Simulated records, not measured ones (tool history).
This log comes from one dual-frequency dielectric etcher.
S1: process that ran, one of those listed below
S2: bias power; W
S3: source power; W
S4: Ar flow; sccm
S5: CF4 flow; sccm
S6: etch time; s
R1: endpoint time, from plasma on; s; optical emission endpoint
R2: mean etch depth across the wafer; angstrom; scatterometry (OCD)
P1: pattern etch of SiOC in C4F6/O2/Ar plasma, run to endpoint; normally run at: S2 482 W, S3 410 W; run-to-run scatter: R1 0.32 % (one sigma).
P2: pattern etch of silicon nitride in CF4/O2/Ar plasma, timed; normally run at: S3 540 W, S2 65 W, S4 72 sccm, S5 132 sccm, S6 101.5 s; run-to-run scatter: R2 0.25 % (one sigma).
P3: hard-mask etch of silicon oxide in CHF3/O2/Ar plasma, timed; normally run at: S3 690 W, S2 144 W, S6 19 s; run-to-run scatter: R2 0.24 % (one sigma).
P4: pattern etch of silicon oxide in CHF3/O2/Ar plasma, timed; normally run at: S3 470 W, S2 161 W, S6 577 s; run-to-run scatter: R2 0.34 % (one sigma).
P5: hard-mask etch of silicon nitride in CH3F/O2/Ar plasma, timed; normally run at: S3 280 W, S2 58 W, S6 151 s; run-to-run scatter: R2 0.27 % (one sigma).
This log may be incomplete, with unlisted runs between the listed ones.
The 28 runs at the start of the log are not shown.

| run | hour | S1 | S2 | S3 | S4 | S5 | S6 | R1 | R2 |
|---|---|---|---|---|---|---|---|---|---|
| 29 | 155.4 | P1 | 385 | 570 |  |  |  | 12.588 |  |
| 30 | 162.4 | P3 | 144 | 690 |  |  | 19 |  | 375.68 |
| 31 | 169.2 | P4 | 209 | 470 |  |  | 577 |  | 11322 |
| 32 | 174.5 | P4 | 161 | 470 |  |  | 577 |  | 10278 |
| 33 | 179.9 | P2 | 65 | 660 | 72 | 132 | 101.5 |  | 2956.3 |
| 34 | 185.5 | P3 | 202 | 690 |  |  | 19 |  | 418.96 |
| 35 | 190.8 | P1 | 482 | 410 |  |  |  | 13.18 |  |
| 36 | 194.4 | P1 | 482 | 410 |  |  |  | 13.266 |  |
| 37 | 199.5 | P1 | 482 | 410 |  |  |  | 13.367 |  |
|  | 201.3 | wet clean of the chamber |
| 38 | 205 | P1 | 482 | 410 |  |  |  | 13.425 |  |

Predict the results of run 39:
| 39 | 211.7 | P1 | 482 | 410 |  |  |  | ? |  |

R1: 13.495 s

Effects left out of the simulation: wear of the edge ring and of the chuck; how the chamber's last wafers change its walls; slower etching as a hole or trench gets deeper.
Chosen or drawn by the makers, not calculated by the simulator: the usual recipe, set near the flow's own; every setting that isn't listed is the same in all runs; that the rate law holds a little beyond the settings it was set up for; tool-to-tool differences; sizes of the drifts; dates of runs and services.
